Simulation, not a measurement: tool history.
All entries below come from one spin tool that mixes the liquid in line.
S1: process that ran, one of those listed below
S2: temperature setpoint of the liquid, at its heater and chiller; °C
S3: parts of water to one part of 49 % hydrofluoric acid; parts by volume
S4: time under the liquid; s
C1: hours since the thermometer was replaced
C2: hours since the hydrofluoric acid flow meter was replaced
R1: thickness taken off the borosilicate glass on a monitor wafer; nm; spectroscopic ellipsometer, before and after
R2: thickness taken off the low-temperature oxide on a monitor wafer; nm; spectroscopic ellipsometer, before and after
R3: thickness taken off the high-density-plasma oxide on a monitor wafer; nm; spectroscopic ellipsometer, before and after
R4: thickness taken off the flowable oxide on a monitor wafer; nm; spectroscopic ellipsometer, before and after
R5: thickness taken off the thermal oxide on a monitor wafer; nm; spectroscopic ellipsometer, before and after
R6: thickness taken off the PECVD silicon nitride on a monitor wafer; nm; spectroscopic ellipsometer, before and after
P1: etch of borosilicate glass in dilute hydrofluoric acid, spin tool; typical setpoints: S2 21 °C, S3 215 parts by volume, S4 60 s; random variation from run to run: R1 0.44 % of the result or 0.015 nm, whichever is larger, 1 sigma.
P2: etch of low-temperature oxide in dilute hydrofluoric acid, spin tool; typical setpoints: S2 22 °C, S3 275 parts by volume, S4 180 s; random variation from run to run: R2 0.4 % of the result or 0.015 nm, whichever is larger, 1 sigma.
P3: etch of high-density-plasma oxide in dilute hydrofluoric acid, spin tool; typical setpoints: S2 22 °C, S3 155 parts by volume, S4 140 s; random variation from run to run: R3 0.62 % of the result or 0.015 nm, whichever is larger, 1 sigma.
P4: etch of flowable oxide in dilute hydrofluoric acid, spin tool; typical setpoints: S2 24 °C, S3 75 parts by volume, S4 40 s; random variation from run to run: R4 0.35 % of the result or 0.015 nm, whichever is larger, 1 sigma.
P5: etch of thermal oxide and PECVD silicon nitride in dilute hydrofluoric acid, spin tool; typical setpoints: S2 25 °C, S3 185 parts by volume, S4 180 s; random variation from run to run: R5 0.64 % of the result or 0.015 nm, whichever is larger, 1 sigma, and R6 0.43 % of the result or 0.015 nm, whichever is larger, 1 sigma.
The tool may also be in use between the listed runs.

run,hour,S1,S2,S3,S4,C1,C2,R1,R2,R3,R4,R5,R6
1,4.3,P1,21,215,60,2027.8,256.8,6.5061,,,,,
2,6.6,P2,22,110,180,2030.1,259.1,,28.811,,,,
3,11,P1,21,215,60,2034.5,263.5,6.4675,,,,,
4,15.2,P2,22,275,180,2038.7,267.7,,9.7786,,,,
5,19.5,P3,30,155,140,2043,272,,,6.6579,,,
6,23.2,P4,24,75,40,2046.7,275.7,,,,21.142,,
7,27,P3,22,155,140,2050.5,279.5,,,4.9859,,,
8,29.1,P5,25,185,180,2052.6,281.6,,,,,4.5964,6.1531
9,32.3,P5,25,185,295,2055.8,284.8,,,,,7.4979,9.9979
10,35.8,P3,22,155,210,2059.3,288.3,,,7.5056,,,
11,39.9,P2,26.5,275,180,2063.4,292.4,,11.44,,,,
12,43.6,P1,21,215,25,2067.1,296.1,2.6705,,,,,
13,45.9,P4,24,75,75,2069.4,298.4,,,,39.655,,
14,49.1,P1,21,215,60,2072.6,301.6,6.4485,,,,,
15,51.9,P1,21,215,115,2075.4,304.4,12.37,,,,,
16,55.1,P1,21,105,20,2078.6,307.6,4.945,,,,,
17,58,P1,17,215,60,2081.5,310.5,5.5171,,,,,
18,60.8,P4,24,20,40,2084.3,313.3,,,,85.499,,
19,64.3,P5,25,265,180,2087.8,316.8,,,,,2.939,4.2854
20,68.2,P1,21,215,60,2091.7,320.7,6.4526,,,,,
21,71.3,P2,22,275,315,2094.8,323.8,,17.113,,,,
22,74,P5,29.5,185,180,2097.5,326.5,,,,,5.3669,8.1076
23,76.2,P1,21,295,60,2099.7,328.7,4.3806,,,,,
24,78.7,P5,25,185,180,2102.2,331.2,,,,,4.5334,6.1092
25,81.8,P1,21,40,60,2105.3,334.3,42.324,,,,,
26,85.1,P3,22,95,140,2108.6,337.6,,,8.7597,,,
27,88.4,P4,28,75,40,2111.9,340.9,,,,24.763,,
28,91.8,P1,21,370,95,2115.3,344.3,5.1766,,,,,
29,95,P1,27,215,60,2118.5,347.5,8.0371,,,,,
30,97.7,P1,21,215,60,2121.2,350.2,6.4574,,,,,
31,100.6,P1,21,215,60,2124.1,353.1,6.6381,,,,,
32,103.4,P1,21,215,60,2126.9,355.9,6.6592,,,,,
33,105.9,P1,21,215,60,2129.4,358.4,6.7607,,,,,
34,108.6,P1,21,215,60,2132.1,361.1,6.6944,,,,,
35,111.9,P1,21,215,60,2135.4,364.4,6.7509,,,,,
36,114.9,P1,21,215,60,2138.4,367.4,6.753,,,,,
37,116.9,P1,21,215,60,2140.4,369.4,6.8238,,,,,
38,119.3,P1,21,215,60,2142.8,371.8,6.7774,,,,,

P1 has crept away from where it was. The log is fitted equally well by each of these 2 causes, at the sizes shown:
A: liquid hotter than its thermometer reads (K) = 1.44
B: hydrofluoric acid flow above the setpoint (%) = 4.57
The creep began at about hour 97.7.

Of the 4 check runs listed below, each run on one wafer and each result written as a question mark, which would let you distinguish the listed causes because they would give clearly different results?
check 1,121.7,P3,22,155,140,,,,,?,,,
check 2,121.7,P4,24,75,40,,,,,,?,,
check 3,121.7,P5,25,185,180,,,,,,,?,?
check 4,121.7,P2,22,275,180,,,,?,,,,

If the cause were each of the candidates in turn, the checks would give the following:
check,result,if A,if B
check 1,R3,5.2902,5.2714
check 2,R4,22.392,22.195
check 3,R5,4.84,4.8451
check 3,R6,6.7049,6.4053
check 4,R2,10.297,10.345
Per-check spread between the two closest causes, in the result where they differ most: check 1 0.35 %; check 2 0.88 %; check 3 4.57 %; check 4 0.47 %
Check 3 is the one run that separates the causes; every other check would come out nearly the same whichever cause is at work.

Here is what check 3 returned: R5 4.8511 nm; R6 6.3795 nm. Which cause is it?

Of the candidate causes, it is B: hydrofluoric acid flow above the setpoint (%).

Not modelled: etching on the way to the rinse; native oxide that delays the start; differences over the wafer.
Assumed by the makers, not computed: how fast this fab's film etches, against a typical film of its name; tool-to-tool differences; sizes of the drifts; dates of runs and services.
